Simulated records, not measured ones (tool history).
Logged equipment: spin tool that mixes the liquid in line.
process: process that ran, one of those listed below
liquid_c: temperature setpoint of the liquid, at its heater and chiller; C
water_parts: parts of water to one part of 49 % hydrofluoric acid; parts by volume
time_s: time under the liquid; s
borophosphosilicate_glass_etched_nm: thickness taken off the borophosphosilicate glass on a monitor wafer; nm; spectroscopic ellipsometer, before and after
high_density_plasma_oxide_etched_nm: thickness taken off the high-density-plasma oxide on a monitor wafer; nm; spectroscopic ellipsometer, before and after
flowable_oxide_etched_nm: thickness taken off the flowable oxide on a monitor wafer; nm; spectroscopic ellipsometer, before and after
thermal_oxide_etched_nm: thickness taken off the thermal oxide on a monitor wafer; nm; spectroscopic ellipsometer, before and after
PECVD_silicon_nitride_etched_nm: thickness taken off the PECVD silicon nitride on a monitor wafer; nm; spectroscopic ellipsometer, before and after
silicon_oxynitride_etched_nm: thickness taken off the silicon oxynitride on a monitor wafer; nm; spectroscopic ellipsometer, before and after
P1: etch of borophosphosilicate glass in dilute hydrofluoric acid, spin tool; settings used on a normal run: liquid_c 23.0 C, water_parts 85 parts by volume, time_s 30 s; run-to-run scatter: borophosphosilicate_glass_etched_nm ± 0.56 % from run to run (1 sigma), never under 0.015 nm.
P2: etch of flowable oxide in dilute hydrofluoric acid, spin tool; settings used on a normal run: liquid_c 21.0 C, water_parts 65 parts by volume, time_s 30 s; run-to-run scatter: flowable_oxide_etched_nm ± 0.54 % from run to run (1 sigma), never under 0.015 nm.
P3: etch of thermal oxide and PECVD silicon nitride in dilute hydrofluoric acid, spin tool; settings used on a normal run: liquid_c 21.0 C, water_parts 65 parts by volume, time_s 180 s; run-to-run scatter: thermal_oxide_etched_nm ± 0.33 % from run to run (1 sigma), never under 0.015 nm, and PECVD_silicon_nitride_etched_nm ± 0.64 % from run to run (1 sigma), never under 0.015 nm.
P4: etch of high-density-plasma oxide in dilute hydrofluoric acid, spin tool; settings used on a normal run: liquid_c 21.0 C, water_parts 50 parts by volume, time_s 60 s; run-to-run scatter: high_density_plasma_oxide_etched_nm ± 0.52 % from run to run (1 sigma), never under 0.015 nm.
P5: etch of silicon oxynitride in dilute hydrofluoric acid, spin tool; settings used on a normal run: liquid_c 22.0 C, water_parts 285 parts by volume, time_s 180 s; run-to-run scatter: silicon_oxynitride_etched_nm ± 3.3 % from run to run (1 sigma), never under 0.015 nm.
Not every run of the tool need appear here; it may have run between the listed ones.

run,hour,process,liquid_c,water_parts,time_s,borophosphosilicate_glass_etched_nm,high_density_plasma_oxide_etched_nm,flowable_oxide_etched_nm,thermal_oxide_etched_nm,PECVD_silicon_nitride_etched_nm,silicon_oxynitride_etched_nm
1,3.6,P1,23.0,85,30,12.8880,,,,,
2,8.2,P4,21.0,50,60,,8.1492,,,,
3,10.9,P2,21.0,65,30,,,14.2210,,,
4,15.8,P3,21.0,25,180,,,,31.840,10.4590,
5,18.4,P3,27.0,65,180,,,,14.935,6.1533,
6,22.8,P4,21.0,50,60,,8.1249,,,,
7,26.6,P3,21.0,65,180,,,,11.599,4.1177,
8,30.7,P1,23.0,85,55,23.6380,,,,,
9,33.9,P5,22.0,285,180,,,,,,0.75835
10,36.1,P1,23.0,85,30,12.7130,,,,,
11,39.0,P1,23.0,85,15,6.4391,,,,,
12,42.2,P1,23.0,85,30,12.7300,,,,,
13,46.1,P1,23.0,145,30,7.0204,,,,,
14,50.3,P3,21.0,65,180,,,,11.611,4.1268,
15,53.7,P5,22.0,285,320,,,,,,1.40080
16,58.2,P4,21.0,50,115,,15.7900,,,,
17,61.7,P2,21.0,65,15,,,7.1489,,,
18,66.3,P2,21.0,65,30,,,14.3180,,,
19,68.7,P1,23.0,85,30,12.7580,,,,,
20,71.9,P1,23.0,25,30,46.9650,,,,,
21,76.0,P4,21.0,85,60,,4.5937,,,,
22,78.5,P1,30.5,85,30,17.2770,,,,,
23,82.2,P2,21.0,25,30,,,38.8760,,,
24,85.7,P1,23.0,85,30,13.0120,,,,,
25,89.1,P1,19.5,85,50,18.4540,,,,,
26,91.9,P5,28.5,285,180,,,,,,0.95647
27,94.4,P4,27.0,50,60,,10.4970,,,,
28,96.7,P5,22.0,105,180,,,,,,2.33120
29,99.2,P3,21.0,65,345,,,,22.365,7.9588,
30,103.0,P1,23.0,115,55,16.7570,,,,,
31,107.0,P2,17.0,65,30,,,11.9880,,,
32,110.0,P5,22.0,285,180,,,,,,0.72346
33,113.1,P1,17.0,85,30,9.9335,,,,,
34,116.7,P1,23.0,35,60,66.4300,,,,,
35,120.9,P1,23.0,85,30,12.7200,,,,,
36,125.3,P1,23.0,85,30,13.1730,,,,,
37,127.6,P1,23.0,85,30,13.2000,,,,,
38,130.1,P1,23.0,85,30,13.4740,,,,,
39,135.0,P1,23.0,85,30,13.6630,,,,,
40,139.4,P1,23.0,85,30,13.7170,,,,,
41,143.9,P1,23.0,85,30,13.7580,,,,,
42,147.3,P1,23.0,85,30,13.8430,,,,,
43,151.3,P1,23.0,85,30,13.7700,,,,,
44,155.0,P1,23.0,85,30,13.6880,,,,,
45,157.7,P1,23.0,85,30,13.8240,,,,,

P1 no longer gives what it gave before; its output has crept away from where it was. The following 2 causes, each at its listed size, fit the log equally well:
A: liquid hotter than its thermometer reads (K) = 1.72
B: hydrofluoric acid flow above the setpoint (%) = 6.46
The process output started creeping at around hour 120.9.

Of the 4 check runs listed below, each run on one wafer and each result written as a question mark, which would let you distinguish the listed causes because they would give clearly different results?
check 1,160.4,P4,21.0,85,100,,?,,,,
check 2,160.4,P2,21.0,65,20,,,?,,,
check 3,160.4,P5,26.5,285,180,,,,,,?
check 4,160.4,P3,27.0,65,315,,,,?,?,

Check results expected under each cause:
check,result,if A,if B
check 1,high_density_plasma_oxide_etched_nm,8.2276,8.2152
check 2,flowable_oxide_etched_nm,10.1800,10.1410
check 3,silicon_oxynitride_etched_nm,0.98303,0.98785
check 4,thermal_oxide_etched_nm,27.907,27.915
check 4,PECVD_silicon_nitride_etched_nm,12.0960,11.5060
Per-check spread between the two closest causes, in the result where they differ most: check 1 0.15 %; check 2 0.39 %; check 3 0.49 %; check 4 5 %
Only check 4 tells the causes apart: in the others they would give nearly the same result.

Here is what check 4 returned: thermal_oxide_etched_nm 27.963 nm; PECVD_silicon_nitride_etched_nm 11.5660 nm. Which cause is it?

The cause is B: hydrofluoric acid flow above the setpoint (%).
